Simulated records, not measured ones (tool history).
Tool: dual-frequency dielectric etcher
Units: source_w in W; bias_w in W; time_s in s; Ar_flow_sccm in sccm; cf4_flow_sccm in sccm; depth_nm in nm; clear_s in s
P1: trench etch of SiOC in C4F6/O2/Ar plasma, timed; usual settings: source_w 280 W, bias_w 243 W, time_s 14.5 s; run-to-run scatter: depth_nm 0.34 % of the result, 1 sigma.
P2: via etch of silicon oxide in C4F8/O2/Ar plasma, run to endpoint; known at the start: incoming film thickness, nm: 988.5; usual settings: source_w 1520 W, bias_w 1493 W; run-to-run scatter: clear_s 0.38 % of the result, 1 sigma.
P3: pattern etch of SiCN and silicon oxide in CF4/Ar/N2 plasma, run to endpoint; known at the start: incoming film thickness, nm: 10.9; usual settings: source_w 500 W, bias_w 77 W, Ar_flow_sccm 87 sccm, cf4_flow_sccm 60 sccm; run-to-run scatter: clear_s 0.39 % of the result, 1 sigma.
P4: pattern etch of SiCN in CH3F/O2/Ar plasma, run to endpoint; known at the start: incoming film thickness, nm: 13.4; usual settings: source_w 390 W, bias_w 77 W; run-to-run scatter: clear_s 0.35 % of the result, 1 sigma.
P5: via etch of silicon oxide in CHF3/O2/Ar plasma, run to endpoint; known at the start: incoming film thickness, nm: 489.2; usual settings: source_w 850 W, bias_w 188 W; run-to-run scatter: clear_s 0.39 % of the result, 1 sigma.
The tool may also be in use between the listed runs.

run	hour	process	source_w	bias_w	time_s	Ar_flow_sccm	cf4_flow_sccm	hours since the last wet clean	hours since the last source power generator calibration	hours since the last bias power generator calibration	depth_nm	clear_s
1	9.5	P1	280	243	14.5			178.5	755.4	1300.4	29.321	
2	14.2	P2	1520	2009				183.2	760.1	1305.1		218.6200
3	18.7	P3	650	77		87	60	187.7	764.6	1309.6		8.6021
4	24.8	P1	280	243	14.5			193.8	770.7	1315.7	29.478	
5	30.6	P4	390	77				199.6	776.5	1321.5		34.4620
6	36.9	P5	850	188				205.9	782.8	1327.8		217.8600
7	44.9	P1	280	243	14.5			213.9	790.8	1335.8	29.494	
8	53.3	P3	500	77		87	60	222.3	799.2	1344.2		10.8610
9	61.0	P1	280	243	14.5			230.0	806.9	1351.9	29.300	
10	65.4	P1	280	289	8.0			234.4	811.3	1356.3	17.068	
11	72.1	P1	280	243	14.5			241.1	818.0	1363.0	29.409	
12	79.2	P4	390	100				248.2	825.1	1370.1		31.3170
13	83.9	P2	1520	1493				252.9	829.8	1374.8		240.0300
14	92.6	P3	500	77		87	77	261.6	838.5	1383.5		10.5060
# hour 93.3: wet clean of the chamber
15	100.1	P3	500	77		87	60	6.9	846.0	1391.0		10.8900
16	107.8	P1	280	243	18.0			14.6	853.7	1398.7	36.375	
17	117.0	P1	230	243	14.5			23.8	862.9	1407.9	27.191	
18	125.9	P1	280	243	10.5			32.7	871.8	1416.8	21.113	
19	135.6	P1	280	178	19.5			42.4	881.5	1426.5	35.452	
20	139.9	P3	500	49		87	60	46.7	885.8	1430.8		12.4700
21	148.0	P5	850	153				54.8	893.9	1438.9		233.8000
22	154.2	P2	2150	1493				61.0	900.1	1445.1		208.1000
23	161.5	P4	280	77				68.3	907.4	1452.4		39.1330
24	168.0	P1	280	243	14.5			74.8	913.9	1458.9	29.359	
25	175.3	P1	280	289	14.5			82.1	921.2	1466.2	31.191	
26	181.6	P1	280	188	14.5			88.4	927.5	1472.5	26.916	
27	189.2	P5	1090	188				96.0	935.1	1480.1		198.9700
28	197.2	P1	350	243	14.5			104.0	943.1	1488.1	31.643	
29	203.1	P3	500	77		104	60	109.9	949.0	1494.0		11.1820
30	209.1	P1	280	243	14.5			115.9	955.0	1500.0	29.465	
31	216.2	P1	280	243	14.5			123.0	962.1	1507.1	29.194	
32	220.7	P1	280	243	14.5			127.5	966.6	1511.6	29.153	
33	225.3	P1	280	243	14.5			132.1	971.2	1516.2	29.087	
34	231.9	P1	280	243	14.5			138.7	977.8	1522.8	28.970	
# hour 237.9: wet clean of the chamber
35	238.2	P1	280	243	14.5			0.3	984.1	1529.1	28.946	
36	247.8	P1	280	243	14.5			9.9	993.7	1538.7	29.118	
37	255.8	P1	280	243	14.5			17.9	1001.7	1546.7	28.830	
38	264.2	P1	280	243	14.5			26.3	1010.1	1555.1	28.910	
39	269.4	P1	280	243	14.5			31.5	1015.3	1560.3	28.853	
40	277.3	P1	280	243	14.5			39.4	1023.2	1568.2	28.861	

What P1 gives has crept away from where it was. These 2 causes fit the log equally well, each at the size given:
A: source power that arrives under what is set, % = 4.36
B: bias power that arrives under what is set, % = 4.82
The creep began at about hour 209.1.
Why every other cause is out:
chamber walls in a state that lowers the etch rate, %: serviced at hour 237.9, which brought nothing back

4 check runs are offered, each on 2 wafers whose results are averaged, their results left as question marks. Which one tells the causes apart?
check 1	285.2	P5	850	188								?
check 2	285.2	P2	1520	1493								?
check 3	285.2	P4	390	77								?
check 4	285.2	P3	500	77		87	60					?

What each check would give under each cause:
check	result	if A	if B
check 1	clear_s	222.2600	222.0700
check 2	clear_s	242.5300	241.4200
check 3	clear_s	35.0460	35.0800
check 4	clear_s	11.3040	11.0510
How far apart the two closest causes lie, in the result that separates them most: check 1 0.09 %; check 2 0.46 %; check 3 0.1 %; check 4 2.26 %
Check 4 tells the causes apart: in the others they would give nearly the same result.

Check 4 was then run and gave: clear_s 11.3110 s. Which cause is it?

It is A: source power that arrives under what is set, %.
